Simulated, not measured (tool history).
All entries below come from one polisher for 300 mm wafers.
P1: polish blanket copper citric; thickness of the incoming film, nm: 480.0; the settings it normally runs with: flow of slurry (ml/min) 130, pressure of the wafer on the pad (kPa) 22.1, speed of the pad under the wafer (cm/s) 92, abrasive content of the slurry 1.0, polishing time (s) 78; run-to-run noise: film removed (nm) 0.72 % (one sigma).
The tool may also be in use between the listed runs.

run	hour	flow of slurry (ml/min)	pressure of the wafer on the pad (kPa)	speed of the pad under the wafer (cm/s)	abrasive content of the slurry	polishing time (s)	film removed (nm)
1	5.1	130	22.1	92	1.0	78	160.460
2	10.1	130	22.1	92	1.0	78	164.010
3	18.9	175	16.5	92	1.0	78	127.950
4	23.9	130	22.1	92	1.0	78	163.730
5	33.8	130	22.1	92	0.8	78	154.380
6	42.6	130	22.1	138	1.0	78	238.270
# hour 48.3: slurry blender recalibrated
7	48.4	130	33.8	92	1.0	78	246.670
8	58.4	130	22.1	92	1.0	35	72.298
9	63.1	130	22.1	92	1.4	78	172.840
10	68.1	130	22.1	92	1.0	78	164.500
11	77.9	130	22.1	50	1.0	78	89.470
12	82.7	90	22.1	92	1.0	78	148.230
13	89.1	130	14.5	92	1.0	78	108.580
14	95.3	130	22.1	92	1.0	78	162.650
15	102.4	130	22.1	92	1.0	119	248.980
16	111.0	195	22.1	92	1.0	78	173.760
17	116.9	130	22.1	92	1.0	78	160.520
18	121.3	130	22.1	92	1.0	78	163.040
19	129.0	130	22.1	92	1.0	78	154.960
20	134.1	130	22.1	92	1.0	78	152.460
21	140.7	130	22.1	92	1.0	78	151.080
22	149.8	130	22.1	92	1.0	78	147.420
# hour 153.3: slurry blender recalibrated
# hour 156.3: worn pad replaced by a new one
23	159.0	130	22.1	92	1.0	78	144.430
24	165.5	130	22.1	92	1.0	78	144.710
25	170.5	130	22.1	92	1.0	78	145.150
26	175.3	130	22.1	92	1.0	78	144.300
27	180.9	130	22.1	92	1.0	78	145.190

What P1 gives has crept away from where it was. These 2 causes fit the log equally well, each at the size given:
A: slurry flow missing at the pad, % = 36.4
B: head's pressure below its setpoint, % = 10.6
The gradual shift began around hour 121.3.
Other possible causes, and why each is ruled out:
removal rate lost through wear of the pad, %: its service at hour 156.3 followed the start of the drift and did not put the process back to its old value
abrasive missing from the slurry, %: its service at hour 153.3 followed the start of the drift and did not put the process back to its old value

Which of the check runs below tells the causes apart, meaning the causes would give it clearly different results? Each run uses 5 wafers whose results are averaged, and each result is shown as a question mark.
check 1	186.5	130	31.7	50	1.00	78	?
check 2	186.5	130	22.1	92	1.35	78	?
check 3	186.5	130	22.1	138	0.80	78	?
check 4	186.5	180	29.6	92	1.00	78	?

If the cause were each of the candidates in turn, the checks would give the following:
check	result	if A	if B
check 1	film removed (nm)	114.230	114.320
check 2	film removed (nm)	155.040	155.030
check 3	film removed (nm)	206.100	205.890
check 4	film removed (nm)	210.650	204.720
Smallest distance between any two causes, each pair judged by its most separating result, in per cent: check 1 0.07 %; check 2 0.01 %; check 3 0.1 %; check 4 2.85 %
Check 4 distinguishes between the causes, while the remaining checks would return nearly the same result for all of them.

Here is what check 4 returned: film removed (nm) 204.310. Which cause is it?

Of the candidate causes, it is B: head's pressure below its setpoint, %.
